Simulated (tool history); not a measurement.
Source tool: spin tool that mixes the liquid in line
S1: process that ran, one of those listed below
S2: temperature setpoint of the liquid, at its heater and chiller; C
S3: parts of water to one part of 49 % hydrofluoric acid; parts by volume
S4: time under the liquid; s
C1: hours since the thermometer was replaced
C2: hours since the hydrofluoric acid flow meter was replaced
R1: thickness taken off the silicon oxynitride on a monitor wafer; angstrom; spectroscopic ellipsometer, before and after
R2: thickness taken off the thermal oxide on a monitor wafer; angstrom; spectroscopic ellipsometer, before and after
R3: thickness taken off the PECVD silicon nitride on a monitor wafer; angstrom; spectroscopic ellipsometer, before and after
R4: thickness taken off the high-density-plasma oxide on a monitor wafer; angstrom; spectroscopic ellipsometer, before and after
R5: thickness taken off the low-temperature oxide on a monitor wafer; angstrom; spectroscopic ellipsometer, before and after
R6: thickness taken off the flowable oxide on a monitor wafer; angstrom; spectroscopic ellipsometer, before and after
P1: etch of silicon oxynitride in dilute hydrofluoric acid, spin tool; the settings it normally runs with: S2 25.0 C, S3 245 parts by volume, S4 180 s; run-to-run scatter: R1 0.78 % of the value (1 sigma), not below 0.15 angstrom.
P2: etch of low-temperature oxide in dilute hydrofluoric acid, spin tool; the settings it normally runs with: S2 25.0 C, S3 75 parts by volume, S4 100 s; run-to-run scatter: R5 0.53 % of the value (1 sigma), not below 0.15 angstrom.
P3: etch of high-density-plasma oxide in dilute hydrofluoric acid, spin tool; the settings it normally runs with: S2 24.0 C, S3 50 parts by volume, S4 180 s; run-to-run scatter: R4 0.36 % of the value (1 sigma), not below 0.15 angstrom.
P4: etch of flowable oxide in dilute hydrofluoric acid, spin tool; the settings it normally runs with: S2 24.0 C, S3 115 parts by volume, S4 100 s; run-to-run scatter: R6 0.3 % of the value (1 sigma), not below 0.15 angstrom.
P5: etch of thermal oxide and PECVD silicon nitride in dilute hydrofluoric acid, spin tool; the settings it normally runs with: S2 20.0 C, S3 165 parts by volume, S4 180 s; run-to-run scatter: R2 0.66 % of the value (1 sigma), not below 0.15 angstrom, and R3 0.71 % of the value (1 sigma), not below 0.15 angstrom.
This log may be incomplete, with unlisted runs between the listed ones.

| run | hour | S1 | S2 | S3 | S4 | C1 | C2 | R1 | R2 | R3 | R4 | R5 | R6 |
|---|---|---|---|---|---|---|---|---|---|---|---|---|---|
| 1 | 8.0 | P1 | 25.0 | 245 | 180 | 1094.5 | 135.4 | 32.4910 |  |  |  |  |  |
| 2 | 13.8 | P5 | 26.0 | 165 | 180 | 1100.3 | 141.2 |  | 52.271 | 44.893 |  |  |  |
| 3 | 17.8 | P1 | 17.5 | 245 | 180 | 1104.3 | 145.2 | 23.2470 |  |  |  |  |  |
| 4 | 24.3 | P3 | 24.0 | 50 | 180 | 1110.8 | 151.7 |  |  |  | 192.400 |  |  |
| 5 | 28.3 | P1 | 25.0 | 245 | 180 | 1114.8 | 155.7 | 31.9350 |  |  |  |  |  |
| 6 | 37.1 | P5 | 20.0 | 165 | 180 | 1123.6 | 164.5 |  | 41.970 | 30.140 |  |  |  |
| 7 | 42.8 | P2 | 25.0 | 75 | 45 | 1129.3 | 170.2 |  |  |  |  | 231.64 |  |
|  | 43.9 | hydrofluoric acid flow meter replaced |
| 8 | 49.2 | P2 | 25.0 | 75 | 100 | 1135.7 | 5.4 |  |  |  |  | 515.32 |  |
| 9 | 54.7 | P1 | 25.0 | 245 | 180 | 1141.2 | 10.9 | 32.4240 |  |  |  |  |  |
| 10 | 59.8 | P3 | 24.0 | 50 | 15 | 1146.3 | 16.0 |  |  |  | 16.321 |  |  |
| 11 | 67.4 | P1 | 25.0 | 245 | 180 | 1153.9 | 23.6 | 31.9690 |  |  |  |  |  |
| 12 | 72.1 | P1 | 29.0 | 245 | 180 | 1158.6 | 28.3 | 38.1950 |  |  |  |  |  |
| 13 | 79.9 | P5 | 20.0 | 165 | 180 | 1166.4 | 36.1 |  | 41.893 | 30.053 |  |  |  |
| 14 | 88.4 | P1 | 25.0 | 245 | 315 | 1174.9 | 44.6 | 55.7090 |  |  |  |  |  |
| 15 | 96.9 | P4 | 24.0 | 160 | 100 | 1183.4 | 53.1 |  |  |  |  |  | 229.610 |
| 16 | 106.1 | P5 | 20.0 | 165 | 360 | 1192.6 | 62.3 |  | 83.457 | 59.921 |  |  |  |
| 17 | 110.9 | P1 | 20.0 | 60 | 180 | 1197.4 | 67.1 | 120.2100 |  |  |  |  |  |
| 18 | 118.8 | P2 | 25.0 | 20 | 100 | 1205.3 | 75.0 |  |  |  |  | 2091.50 |  |
| 19 | 127.4 | P3 | 24.0 | 80 | 180 | 1213.9 | 83.6 |  |  |  | 115.570 |  |  |
| 20 | 134.0 | P5 | 20.0 | 35 | 180 | 1220.5 | 90.2 |  | 226.760 | 136.240 |  |  |  |
| 21 | 142.6 | P1 | 25.0 | 245 | 180 | 1229.1 | 98.8 | 31.8080 |  |  |  |  |  |
| 22 | 149.9 | P4 | 31.0 | 115 | 100 | 1236.4 | 106.1 |  |  |  |  |  | 441.800 |
| 23 | 155.6 | P2 | 17.0 | 75 | 100 | 1242.1 | 111.8 |  |  |  |  | 370.81 |  |
| 24 | 161.8 | P1 | 25.0 | 245 | 180 | 1248.3 | 118.0 | 32.0850 |  |  |  |  |  |
| 25 | 170.7 | P1 | 25.0 | 245 | 15 | 1257.2 | 126.9 | 2.6920 |  |  |  |  |  |
| 26 | 175.0 | P4 | 24.0 | 115 | 100 | 1261.5 | 131.2 |  |  |  |  |  | 335.170 |
| 27 | 179.6 | P4 | 24.0 | 115 | 15 | 1266.1 | 135.8 |  |  |  |  |  | 50.706 |
| 28 | 186.3 | P1 | 25.0 | 110 | 180 | 1272.8 | 142.5 | 80.7660 |  |  |  |  |  |
| 29 | 191.9 | P1 | 25.0 | 440 | 180 | 1278.4 | 148.1 | 15.8750 |  |  |  |  |  |
| 30 | 196.5 | P1 | 25.0 | 410 | 95 | 1283.0 | 152.7 | 9.5111 |  |  |  |  |  |
| 31 | 201.8 | P3 | 31.5 | 50 | 180 | 1288.3 | 158.0 |  |  |  | 260.710 |  |  |
| 32 | 209.0 | P1 | 25.0 | 245 | 180 | 1295.5 | 165.2 | 32.0210 |  |  |  |  |  |
| 33 | 217.8 | P1 | 25.0 | 245 | 180 | 1304.3 | 174.0 | 32.5220 |  |  |  |  |  |
| 34 | 226.4 | P1 | 25.0 | 245 | 180 | 1312.9 | 182.6 | 33.2930 |  |  |  |  |  |
| 35 | 233.7 | P1 | 25.0 | 245 | 180 | 1320.2 | 189.9 | 33.5510 |  |  |  |  |  |
| 36 | 239.0 | P1 | 25.0 | 245 | 180 | 1325.5 | 195.2 | 33.4640 |  |  |  |  |  |
| 37 | 248.2 | P1 | 25.0 | 245 | 180 | 1334.7 | 204.4 | 34.4660 |  |  |  |  |  |
| 38 | 254.6 | P1 | 25.0 | 245 | 180 | 1341.1 | 210.8 | 34.9920 |  |  |  |  |  |

Expected results for the next run?
| 39 | 262.9 | P1 | 25.0 | 245 | 180 | 1349.4 | 219.1 | ? |  |  |  |  |  |

{"run 39": {"R1": 34.593}}
